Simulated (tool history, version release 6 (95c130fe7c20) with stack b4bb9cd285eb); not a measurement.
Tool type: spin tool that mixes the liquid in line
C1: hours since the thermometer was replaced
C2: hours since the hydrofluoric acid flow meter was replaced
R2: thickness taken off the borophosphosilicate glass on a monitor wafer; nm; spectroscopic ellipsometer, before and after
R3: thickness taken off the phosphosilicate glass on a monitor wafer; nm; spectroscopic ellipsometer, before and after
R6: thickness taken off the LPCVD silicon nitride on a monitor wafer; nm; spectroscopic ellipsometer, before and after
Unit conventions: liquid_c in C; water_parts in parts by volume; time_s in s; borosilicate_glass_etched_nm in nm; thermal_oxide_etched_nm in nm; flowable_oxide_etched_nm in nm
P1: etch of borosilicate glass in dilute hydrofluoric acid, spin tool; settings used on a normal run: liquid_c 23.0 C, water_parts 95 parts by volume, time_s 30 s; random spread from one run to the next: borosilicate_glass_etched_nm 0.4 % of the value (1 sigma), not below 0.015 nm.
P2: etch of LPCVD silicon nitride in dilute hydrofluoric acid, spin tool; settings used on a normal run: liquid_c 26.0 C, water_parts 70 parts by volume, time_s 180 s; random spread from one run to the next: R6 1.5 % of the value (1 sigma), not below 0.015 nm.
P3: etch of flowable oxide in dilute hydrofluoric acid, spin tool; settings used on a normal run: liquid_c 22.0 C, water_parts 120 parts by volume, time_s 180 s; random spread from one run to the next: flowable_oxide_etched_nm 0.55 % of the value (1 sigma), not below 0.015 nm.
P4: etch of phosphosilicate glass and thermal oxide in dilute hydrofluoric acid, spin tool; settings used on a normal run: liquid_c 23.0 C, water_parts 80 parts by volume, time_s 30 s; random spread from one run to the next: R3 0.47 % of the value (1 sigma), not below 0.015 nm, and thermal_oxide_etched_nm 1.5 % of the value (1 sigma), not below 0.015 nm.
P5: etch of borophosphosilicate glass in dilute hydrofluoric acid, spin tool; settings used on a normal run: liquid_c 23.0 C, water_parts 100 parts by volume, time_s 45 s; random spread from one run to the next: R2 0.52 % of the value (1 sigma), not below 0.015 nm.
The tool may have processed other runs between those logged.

run 1 hour=6.2 | process=P1 liquid_c=23.0 water_parts=95 time_s=30 | C1=260.6 C2=761.9 | borosilicate_glass_etched_nm=8.3622
run 2 hour=14.4 | process=P5 liquid_c=28.0 water_parts=100 time_s=45 | C1=268.8 C2=770.1 | R2=45.197
run 3 hour=20.9 | process=P4 liquid_c=18.0 water_parts=80 time_s=30 | C1=275.3 C2=776.6 | R3=32.326 thermal_oxide_etched_nm=1.44590
run 4 hour=27.9 | process=P5 liquid_c=23.0 water_parts=100 time_s=45 | C1=282.3 C2=783.6 | R2=37.121
run 5 hour=33.0 | process=P4 liquid_c=23.0 water_parts=80 time_s=60 | C1=287.4 C2=788.7 | R3=78.938 thermal_oxide_etched_nm=3.58620
run 6 hour=40.2 | process=P1 liquid_c=23.0 water_parts=95 time_s=15 | C1=294.6 C2=795.9 | borosilicate_glass_etched_nm=4.2450
run 7 hour=47.2 | process=P1 liquid_c=17.0 water_parts=95 time_s=15 | C1=301.6 C2=802.9 | borosilicate_glass_etched_nm=3.2774
run 8 hour=52.7 | process=P3 liquid_c=22.0 water_parts=210 time_s=180 | C1=307.1 C2=808.4 | flowable_oxide_etched_nm=20.526
run 9 hour=61.0 | process=P4 liquid_c=23.0 water_parts=80 time_s=30 | C1=315.4 C2=816.7 | R3=39.757 thermal_oxide_etched_nm=1.78900
run 10 hour=65.3 | process=P4 liquid_c=23.0 water_parts=80 time_s=30 | C1=319.7 C2=821.0 | R3=39.532 thermal_oxide_etched_nm=1.80560
run 11 hour=73.0 | process=P2 liquid_c=26.0 water_parts=125 time_s=180 | C1=327.4 C2=828.7 | R6=0.80254
run 12 hour=79.9 | process=P4 liquid_c=23.0 water_parts=135 time_s=30 | C1=334.3 C2=835.6 | R3=21.971 thermal_oxide_etched_nm=0.98078
run 13 hour=87.0 | process=P5 liquid_c=23.0 water_parts=100 time_s=75 | C1=341.4 C2=842.7 | R2=62.387
run 14 hour=91.9 | process=P5 liquid_c=23.0 water_parts=100 time_s=45 | C1=346.3 C2=847.6 | R2=37.086
run 15 hour=99.3 | process=P1 liquid_c=23.0 water_parts=20 time_s=30 | C1=353.7 C2=855.0 | borosilicate_glass_etched_nm=43.8270
run 16 hour=105.4 | process=P2 liquid_c=26.0 water_parts=70 time_s=180 | C1=359.8 C2=861.1 | R6=1.50780
run 17 hour=113.5 | process=P3 liquid_c=22.0 water_parts=120 time_s=50 | C1=367.9 C2=869.2 | flowable_oxide_etched_nm=10.853
run 18 hour=122.2 | process=P2 liquid_c=26.0 water_parts=70 time_s=180 | C1=376.6 C2=877.9 | R6=1.51500
run 19 hour=126.5 | process=P1 liquid_c=29.0 water_parts=95 time_s=30 | C1=380.9 C2=882.2 | borosilicate_glass_etched_nm=10.6430
run 20 hour=135.3 | process=P1 liquid_c=23.0 water_parts=95 time_s=30 | C1=389.7 C2=891.0 | borosilicate_glass_etched_nm=8.3741
run 21 hour=142.6 | process=P1 liquid_c=23.0 water_parts=95 time_s=30 | C1=397.0 C2=898.3 | borosilicate_glass_etched_nm=8.4104
run 22 hour=151.4 | process=P3 liquid_c=22.0 water_parts=120 time_s=180 | C1=405.8 C2=907.1 | flowable_oxide_etched_nm=39.396
run 23 hour=158.4 | process=P5 liquid_c=23.0 water_parts=25 time_s=45 | C1=412.8 C2=914.1 | R2=163.210
run 24 hour=165.0 | process=P3 liquid_c=25.5 water_parts=120 time_s=180 | C1=419.4 C2=920.7 | flowable_oxide_etched_nm=44.796
run 25 hour=174.0 | process=P1 liquid_c=23.0 water_parts=145 time_s=30 | C1=428.4 C2=929.7 | borosilicate_glass_etched_nm=5.2204
run 26 hour=181.9 | process=P1 liquid_c=23.0 water_parts=95 time_s=30 | C1=436.3 C2=937.6 | borosilicate_glass_etched_nm=8.3843
run 27 hour=190.6 | process=P1 liquid_c=17.0 water_parts=95 time_s=30 | C1=445.0 C2=946.3 | borosilicate_glass_etched_nm=6.5580
run 28 hour=198.1 | process=P1 liquid_c=23.0 water_parts=95 time_s=55 | C1=452.5 C2=953.8 | borosilicate_glass_etched_nm=15.4650
run 29 hour=203.2 | process=P2 liquid_c=26.0 water_parts=70 time_s=75 | C1=457.6 C2=958.9 | R6=0.61062
run 30 hour=211.4 | process=P2 liquid_c=34.0 water_parts=70 time_s=180 | C1=465.8 C2=967.1 | R6=2.50620
run 31 hour=220.2 | process=P1 liquid_c=23.0 water_parts=95 time_s=30 | C1=474.6 C2=975.9 | borosilicate_glass_etched_nm=8.4180
run 32 hour=227.6 | process=P1 liquid_c=23.0 water_parts=95 time_s=30 | C1=482.0 C2=983.3 | borosilicate_glass_etched_nm=8.6969
run 33 hour=233.2 | process=P1 liquid_c=23.0 water_parts=95 time_s=30 | C1=487.6 C2=988.9 | borosilicate_glass_etched_nm=8.8445
run 34 hour=242.2 | process=P1 liquid_c=23.0 water_parts=95 time_s=30 | C1=496.6 C2=997.9 | borosilicate_glass_etched_nm=9.0215
run 35 hour=250.8 | process=P1 liquid_c=23.0 water_parts=95 time_s=30 | C1=505.2 C2=1006.5 | borosilicate_glass_etched_nm=9.0886
run 36 hour=256.4 | process=P1 liquid_c=23.0 water_parts=95 time_s=30 | C1=510.8 C2=1012.1 | borosilicate_glass_etched_nm=9.1560
run 37 hour=261.1 | process=P1 liquid_c=23.0 water_parts=95 time_s=30 | C1=515.5 C2=1016.8 | borosilicate_glass_etched_nm=9.1955
run 38 hour=270.0 | process=P1 liquid_c=23.0 water_parts=95 time_s=30 | C1=524.4 C2=1025.7 | borosilicate_glass_etched_nm=9.1577
run 39 hour=276.3 | process=P1 liquid_c=23.0 water_parts=95 time_s=30 | C1=530.7 C2=1032.0 | borosilicate_glass_etched_nm=9.2015
run 40 hour=285.2 | process=P1 liquid_c=23.0 water_parts=95 time_s=30 | C1=539.6 C2=1040.9 | borosilicate_glass_etched_nm=9.2336

P1 no longer gives what it gave before; its output has crept away from where it was. The following 2 causes, each at its listed size, fit the log equally well:
A: hydrofluoric acid flow above the setpoint (%) = 8.48
B: liquid hotter than its thermometer reads (K) = 2.28
The drift started at roughly hour 220.2.

The 4 check runs listed below each average the results of 5 wafers, and their outcomes are marked with question marks. Under which run would the listed causes produce clearly different results?
run check 1 hour=294.1 | process=P4 liquid_c=23.0 water_parts=80 time_s=30 | R3=? thermal_oxide_etched_nm=?
run check 2 hour=294.1 | process=P2 liquid_c=26.0 water_parts=70 time_s=180 | R6=?
run check 3 hour=294.1 | process=P3 liquid_c=22.0 water_parts=120 time_s=180 | flowable_oxide_etched_nm=?
run check 4 hour=294.1 | process=P5 liquid_c=23.0 water_parts=100 time_s=45 | R2=?

Outcome of each check run for each possible cause:
check=check_1 result=R3 if_A=43.281 if_B=43.387
check=check_1 result=thermal_oxide_etched_nm if_A=1.96190 if_B=1.96670
check=check_2 result=R6 if_A=1.61240 if_B=1.72640
check=check_3 result=flowable_oxide_etched_nm if_A=43.066 if_B=42.964
check=check_4 result=R2 if_A=40.843 if_B=40.817
How far apart the two closest causes lie, in the result that separates them most: check 1 0.25 %; check 2 6.83 %; check 3 0.24 %; check 4 0.07 %
Only in check 2 would the causes give clearly different results; in the remaining checks their results would be nearly the same.

Running check 2 produced the following: R6 1.73380 nm. Which one of the listed causes fits?

It is B: liquid hotter than its thermometer reads (K).

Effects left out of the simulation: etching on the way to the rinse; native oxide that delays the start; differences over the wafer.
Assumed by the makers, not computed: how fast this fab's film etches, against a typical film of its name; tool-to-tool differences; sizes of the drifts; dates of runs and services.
